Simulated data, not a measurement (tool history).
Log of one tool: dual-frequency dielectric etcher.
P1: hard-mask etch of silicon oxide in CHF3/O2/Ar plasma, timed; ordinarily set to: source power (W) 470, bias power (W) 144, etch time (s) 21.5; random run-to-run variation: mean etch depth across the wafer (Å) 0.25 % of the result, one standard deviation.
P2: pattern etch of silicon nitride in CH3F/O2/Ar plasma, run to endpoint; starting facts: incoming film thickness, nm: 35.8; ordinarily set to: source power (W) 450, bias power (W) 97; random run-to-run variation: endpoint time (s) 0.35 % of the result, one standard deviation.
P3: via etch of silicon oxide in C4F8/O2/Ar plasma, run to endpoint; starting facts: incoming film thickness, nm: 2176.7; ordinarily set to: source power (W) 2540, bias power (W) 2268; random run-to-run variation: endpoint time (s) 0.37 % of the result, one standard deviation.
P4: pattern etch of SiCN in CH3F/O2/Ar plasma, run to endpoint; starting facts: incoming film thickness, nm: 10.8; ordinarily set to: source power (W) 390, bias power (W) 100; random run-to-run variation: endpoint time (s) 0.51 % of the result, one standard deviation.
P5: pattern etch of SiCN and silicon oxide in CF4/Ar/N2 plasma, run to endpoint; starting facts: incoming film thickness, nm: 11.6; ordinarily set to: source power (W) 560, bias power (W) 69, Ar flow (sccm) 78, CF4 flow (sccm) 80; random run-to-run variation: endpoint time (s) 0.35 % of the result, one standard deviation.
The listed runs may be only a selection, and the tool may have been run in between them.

run,hour,process that ran,source power (W),bias power (W),etch time (s),Ar flow (sccm),CF4 flow (sccm),hours since the last wet clean,hours since the last source power generator calibration,hours since the last bias power generator calibration,mean etch depth across the wafer (Å),endpoint time (s)
1,15.7,P1,470,144,21.5,,,151.6,1268,320.8,364.14,
2,29.7,P3,2540,2268,,,,165.6,1282,334.8,,384.82
3,45.5,P2,450,69,,,,181.4,1297.8,350.6,,50.094
4,53.8,P5,560,69,,78,47,189.7,1306.1,358.9,,11.029
5,68.9,P1,610,144,21.5,,,204.8,1321.2,374,403.02,
6,78.2,P1,470,144,21.5,,,214.1,1330.5,383.3,363.24,
7,94.2,P4,390,61,,,,230.1,1346.5,399.3,,30.929
8,103.7,P1,390,144,28.5,,,239.6,1356,408.8,446.44,
9,117.3,P1,470,144,21.5,,,253.2,1369.6,422.4,362.15,
10,127.9,P2,450,97,,,,263.8,1380.2,433,,44.312
11,137.2,P4,390,100,,,,273.1,1389.5,442.3,,25.963
12,145.3,P1,470,144,27.5,,,281.2,1397.6,450.4,464.74,
13,157.7,P5,560,69,,78,80,293.6,1410,462.8,,10.146
14,170.1,P1,470,144,12,,,306,1422.4,475.2,203.02,
15,186.7,P1,470,182,21.5,,,322.6,1439,491.8,395.02,
16,198.9,P3,2540,3167,,,,334.8,1451.2,504,,346.92
17,209.3,P1,380,144,21.5,,,345.2,1461.6,514.4,334.56,
18,220.3,P4,490,100,,,,356.2,1472.6,525.4,,23.753
19,235.2,P4,390,100,,,,371.1,1487.5,540.3,,26.088
20,243.9,P2,450,97,,,,379.8,1496.2,549,,44.391
21,257.1,P1,470,144,21.5,,,393,1509.4,562.2,363.88,
22,267,P5,350,69,,78,80,402.9,1519.3,572.1,,15.459
23,277.3,P3,1520,2268,,,,413.2,1529.6,582.4,,473.9
24,291.1,P5,560,69,,78,80,427,1543.4,596.2,,10.159
25,306.4,P1,470,89,21.5,,,442.3,1558.7,611.5,313.74,
26,319.9,P5,560,69,,93,80,455.8,1572.2,625,,10.385
27,330,P2,560,97,,,,465.9,1582.3,635.1,,40.927
28,344.6,P1,470,106,12,,,480.5,1596.9,649.7,183.3,
29,358.1,P1,470,144,21.5,,,494,1610.4,663.2,364.83,
30,372.9,P1,470,144,21.5,,,508.8,1625.2,678,363.32,
31,389.4,P1,470,144,21.5,,,525.3,1641.7,694.5,363.22,
32,400.4,P5,560,43,,78,80,536.3,1652.7,705.5,,11.697
33,416.8,P1,470,144,21.5,,,552.7,1669.1,721.9,362.49,
34,429.1,P1,470,144,21.5,,,565,1681.4,734.2,362.85,
35,445.4,P1,470,144,21.5,,,581.3,1697.7,750.5,361.57,
36,461,P1,470,144,21.5,,,596.9,1713.3,766.1,357.96,
37,477.1,P1,470,144,21.5,,,613,1729.4,782.2,360.35,
38,484.6,P1,470,144,21.5,,,620.5,1736.9,789.7,357.97,
39,495.8,P1,470,144,21.5,,,631.7,1748.1,800.9,358.11,
# hour 504: wet clean of the chamber
40,507.4,P1,470,144,21.5,,,3.4,1759.7,812.5,359.75,
41,514.7,P1,470,144,21.5,,,10.7,1767,819.8,359.15,
42,522.3,P1,470,144,21.5,,,18.3,1774.6,827.4,360.15,
43,538,P1,470,144,21.5,,,34,1790.3,843.1,358.37,

P1 has crept away from where it was. The log is fitted equally well by each of these 2 causes, at the sizes shown:
A: source power that arrives under what is set, % = 3.52
B: bias power that arrives under what is set, % = 4.16
At approximately hour 416.8, the process output began to creep.
The rest of the possible causes, and what rules out each one:
chamber walls in a state that lowers the etch rate, %: serviced at hour 504, which brought nothing back

The list below offers 4 check runs, each averaging the results of 2 wafers, and shows each result as a question mark. For which of them would the listed causes give clearly different results?
check 1,553.7,P4,470,81,,,,,,,,?
check 2,553.7,P3,1630,2268,,,,,,,,?
check 3,553.7,P2,450,74,,,,,,,,?
check 4,553.7,P5,560,45,,78,80,,,,,?

Predicted outcomes, by check and by cause:
check,result,if A,if B
check 1,endpoint time (s),26.55,26.597
check 2,endpoint time (s),466.35,465.64
check 3,endpoint time (s),49.521,49.563
check 4,endpoint time (s),11.894,11.65
Gap, in per cent, between the two causes that each check separates least, read from the result that separates them most: check 1 0.17 %; check 2 0.15 %; check 3 0.08 %; check 4 2.07 %
The causes can be told apart only by check 4. The other checks would give nearly the same results under each of them.

Running check 4 produced the following: endpoint time (s) 11.653. Which one of the listed causes fits?

The correct cause is B, namely: bias power that arrives under what is set, %.
